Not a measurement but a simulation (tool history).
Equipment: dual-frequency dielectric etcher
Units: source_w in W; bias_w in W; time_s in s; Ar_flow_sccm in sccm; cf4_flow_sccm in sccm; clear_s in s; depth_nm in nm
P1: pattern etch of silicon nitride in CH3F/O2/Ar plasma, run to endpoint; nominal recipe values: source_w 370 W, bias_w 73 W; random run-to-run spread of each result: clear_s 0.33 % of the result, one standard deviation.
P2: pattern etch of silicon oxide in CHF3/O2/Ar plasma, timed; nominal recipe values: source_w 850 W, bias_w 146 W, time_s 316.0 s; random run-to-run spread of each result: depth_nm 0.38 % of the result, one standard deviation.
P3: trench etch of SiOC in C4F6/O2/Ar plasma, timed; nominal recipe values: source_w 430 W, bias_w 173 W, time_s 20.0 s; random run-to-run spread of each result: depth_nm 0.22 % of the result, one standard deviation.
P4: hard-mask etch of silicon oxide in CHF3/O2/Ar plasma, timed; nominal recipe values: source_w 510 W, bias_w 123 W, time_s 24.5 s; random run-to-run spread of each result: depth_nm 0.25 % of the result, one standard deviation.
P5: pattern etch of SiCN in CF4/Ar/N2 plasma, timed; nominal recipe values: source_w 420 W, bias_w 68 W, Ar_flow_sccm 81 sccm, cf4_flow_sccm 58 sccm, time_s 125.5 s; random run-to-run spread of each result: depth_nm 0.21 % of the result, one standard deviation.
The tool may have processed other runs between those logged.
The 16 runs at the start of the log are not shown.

run   hour  process  source_w  bias_w  time_s  Ar_flow_sccm  cf4_flow_sccm  clear_s  depth_nm
 17  153.2       P3       430     173    20.0                                          41.939
 18  158.9       P3       430     224    20.0                                          45.520
 19  170.8       P1       440      51                                        41.808
 20  180.4       P1       370      73                                        39.833
 21  192.2       P4       510     123    34.5                                          56.138
 22  202.9       P2       850     206   316.0                                         743.450
 23  209.2       P5       260      68   125.5            81             58             65.284
 24  220.9       P2       850     146   316.0                                         674.660
 25  232.2       P2      1020     146   316.0                                         719.820
     232.9  -- wet clean of the chamber
 26  241.0       P1       370      73                                        39.838
 27  252.4       P4       700     123    24.5                                          45.023
 28  259.0       P4       510      89    24.5                                          36.114
 29  271.5       P1       460      73                                        36.585
 30  277.5       P1       370      51                                        44.791
 31  284.3       P5       420      47   125.5            81             58             87.959
 32  290.8       P1       460      99                                        33.079
 33  299.1       P2       850     146   316.0                                         671.140
 34  306.8       P1       370      73                                        39.984
 35  314.9       P1       370      73                                        39.922
 36  326.9       P1       370      73                                        40.468

What does the tool deliver on the next run?
 37  335.4       P1       370      73                                             ?

Run 37 came out at clear_s 40.325 s.
